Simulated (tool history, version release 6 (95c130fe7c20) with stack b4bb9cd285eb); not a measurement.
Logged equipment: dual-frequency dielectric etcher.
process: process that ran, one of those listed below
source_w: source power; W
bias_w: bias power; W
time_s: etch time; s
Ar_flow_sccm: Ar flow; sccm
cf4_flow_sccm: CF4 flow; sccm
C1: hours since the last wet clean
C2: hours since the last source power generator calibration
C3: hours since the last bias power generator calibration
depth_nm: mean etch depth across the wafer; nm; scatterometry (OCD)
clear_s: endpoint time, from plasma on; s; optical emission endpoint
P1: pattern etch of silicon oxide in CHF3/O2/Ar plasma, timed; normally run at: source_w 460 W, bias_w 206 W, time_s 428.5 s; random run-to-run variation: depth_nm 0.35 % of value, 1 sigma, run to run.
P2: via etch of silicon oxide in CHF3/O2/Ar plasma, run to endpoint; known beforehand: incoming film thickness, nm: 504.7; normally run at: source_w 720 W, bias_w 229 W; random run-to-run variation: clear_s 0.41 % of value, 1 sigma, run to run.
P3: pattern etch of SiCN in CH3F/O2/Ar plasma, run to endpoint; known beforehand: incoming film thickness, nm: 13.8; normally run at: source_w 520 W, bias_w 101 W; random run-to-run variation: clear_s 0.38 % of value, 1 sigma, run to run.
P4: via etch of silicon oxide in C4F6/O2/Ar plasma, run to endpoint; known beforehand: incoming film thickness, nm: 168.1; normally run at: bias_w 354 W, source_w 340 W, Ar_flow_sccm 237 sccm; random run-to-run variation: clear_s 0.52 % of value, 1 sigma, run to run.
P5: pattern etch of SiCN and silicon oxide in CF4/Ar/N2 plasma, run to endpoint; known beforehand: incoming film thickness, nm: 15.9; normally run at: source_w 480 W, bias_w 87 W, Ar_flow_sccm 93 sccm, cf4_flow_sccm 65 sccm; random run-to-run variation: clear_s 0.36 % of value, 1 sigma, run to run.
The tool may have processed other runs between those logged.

Run 1, hour 15.6: process P1, source_w 460 W, bias_w 206 W, time_s 428.5 s; C1 123.5; C2 2836.7; C3 302.8. Result: depth_nm 798.19 nm.
Run 2, hour 27.5: process P5, source_w 480 W, bias_w 122 W, Ar_flow_sccm 93 sccm, cf4_flow_sccm 65 sccm; C1 135.4; C2 2848.6; C3 314.7. Result: clear_s 14.455 s.
Run 3, hour 35.1: process P2, source_w 470 W, bias_w 229 W; C1 143.0; C2 2856.2; C3 322.3. Result: clear_s 255.390 s.
Run 4, hour 43.1: process P3, source_w 520 W, bias_w 135 W; C1 151.0; C2 2864.2; C3 330.3. Result: clear_s 25.618 s.
Run 5, hour 58.2: process P2, source_w 720 W, bias_w 229 W; C1 166.1; C2 2879.3; C3 345.4. Result: clear_s 218.520 s.
Run 6, hour 68.8: process P4, source_w 340 W, bias_w 354 W, Ar_flow_sccm 237 sccm; C1 176.7; C2 2889.9; C3 356.0. Result: clear_s 42.951 s.
Run 7, hour 79.3: process P1, source_w 460 W, bias_w 206 W, time_s 428.5 s; C1 187.2; C2 2900.4; C3 366.5. Result: depth_nm 791.55 nm.
Run 8, hour 93.5: process P5, source_w 660 W, bias_w 87 W, Ar_flow_sccm 93 sccm, cf4_flow_sccm 65 sccm; C1 201.4; C2 2914.6; C3 380.7. Result: clear_s 12.415 s.
Run 9, hour 107.1: process P1, source_w 560 W, bias_w 277 W, time_s 428.5 s; C1 215.0; C2 2928.2; C3 394.3. Result: depth_nm 949.85 nm.
Run 10, hour 118.9: process P4, source_w 340 W, bias_w 354 W, Ar_flow_sccm 329 sccm; C1 226.8; C2 2940.0; C3 406.1. Result: clear_s 44.833 s.
Run 11, hour 131.4: process P2, source_w 720 W, bias_w 296 W; C1 239.3; C2 2952.5; C3 418.6. Result: clear_s 199.260 s.
Run 12, hour 144.9: process P3, source_w 520 W, bias_w 101 W; C1 252.8; C2 2966.0; C3 432.1. Result: clear_s 28.851 s.
Run 13, hour 159.3: process P1, source_w 460 W, bias_w 206 W, time_s 428.5 s; C1 267.2; C2 2980.4; C3 446.5. Result: depth_nm 797.42 nm.
Run 14, hour 168.6: process P5, source_w 480 W, bias_w 87 W, Ar_flow_sccm 123 sccm, cf4_flow_sccm 65 sccm; C1 276.5; C2 2989.7; C3 455.8. Result: clear_s 17.150 s.
Run 15, hour 175.9: process P3, source_w 380 W, bias_w 101 W; C1 283.8; C2 2997.0; C3 463.1. Result: clear_s 32.413 s.
Run 16, hour 187.8: process P1, source_w 460 W, bias_w 206 W, time_s 428.5 s; C1 295.7; C2 3008.9; C3 475.0. Result: depth_nm 796.99 nm.
Run 17, hour 199.2: process P1, source_w 460 W, bias_w 283 W, time_s 628.0 s; C1 307.1; C2 3020.3; C3 486.4. Result: depth_nm 1309.40 nm.
Run 18, hour 208.9: process P5, source_w 480 W, bias_w 87 W, Ar_flow_sccm 93 sccm, cf4_flow_sccm 77 sccm; C1 316.8; C2 3030.0; C3 496.1. Result: clear_s 16.053 s.
Run 19, hour 216.4: process P1, source_w 460 W, bias_w 206 W, time_s 428.5 s; C1 324.3; C2 3037.5; C3 503.6. Result: depth_nm 792.87 nm.
Run 20, hour 227.8: process P1, source_w 460 W, bias_w 206 W, time_s 644.0 s; C1 335.7; C2 3048.9; C3 515.0. Result: depth_nm 1199.20 nm.
Run 21, hour 244.7: process P4, source_w 340 W, bias_w 354 W, Ar_flow_sccm 237 sccm; C1 352.6; C2 3065.8; C3 531.9. Result: clear_s 43.046 s.
Run 22, hour 253.4: process P3, source_w 520 W, bias_w 101 W; C1 361.3; C2 3074.5; C3 540.6. Result: clear_s 28.879 s.
Run 23, hour 264.9: process P1, source_w 460 W, bias_w 280 W, time_s 428.5 s; C1 372.8; C2 3086.0; C3 552.1. Result: depth_nm 886.97 nm.
Run 24, hour 273.3: process P1, source_w 550 W, bias_w 206 W, time_s 428.5 s; C1 381.2; C2 3094.4; C3 560.5. Result: depth_nm 852.77 nm.
Run 25, hour 283.0: process P4, source_w 340 W, bias_w 269 W, Ar_flow_sccm 237 sccm; C1 390.9; C2 3104.1; C3 570.2. Result: clear_s 47.669 s.
Run 26, hour 294.4: process P1, source_w 460 W, bias_w 206 W, time_s 428.5 s; C1 402.3; C2 3115.5; C3 581.6. Result: depth_nm 791.29 nm.
Run 27, hour 305.3: process P1, source_w 370 W, bias_w 206 W, time_s 428.5 s; C1 413.2; C2 3126.4; C3 592.5. Result: depth_nm 731.51 nm.
Run 28, hour 319.1: process P5, source_w 480 W, bias_w 87 W, Ar_flow_sccm 93 sccm, cf4_flow_sccm 65 sccm; C1 427.0; C2 3140.2; C3 606.3. Result: clear_s 16.413 s.
Run 29, hour 329.8: process P1, source_w 460 W, bias_w 126 W, time_s 428.5 s; C1 437.7; C2 3150.9; C3 617.0. Result: depth_nm 677.78 nm.
Run 30, hour 339.9: process P1, source_w 460 W, bias_w 206 W, time_s 247.5 s; C1 447.8; C2 3161.0; C3 627.1. Result: depth_nm 455.98 nm.
Run 31, hour 354.5: process P4, source_w 240 W, bias_w 354 W, Ar_flow_sccm 237 sccm; C1 462.4; C2 3175.6; C3 641.7. Result: clear_s 49.543 s.
Run 32, hour 369.9: process P1, source_w 460 W, bias_w 206 W, time_s 428.5 s; C1 477.8; C2 3191.0; C3 657.1. Result: depth_nm 787.47 nm.

Run 33 is up next; what results do you expect?
Run 33, hour 382.9: process P1, source_w 460 W, bias_w 206 W, time_s 428.5 s; C1 490.8; C2 3204.0; C3 670.1. Result: depth_nm ?.

For run 33 the tool returned depth_nm 789.18 nm.
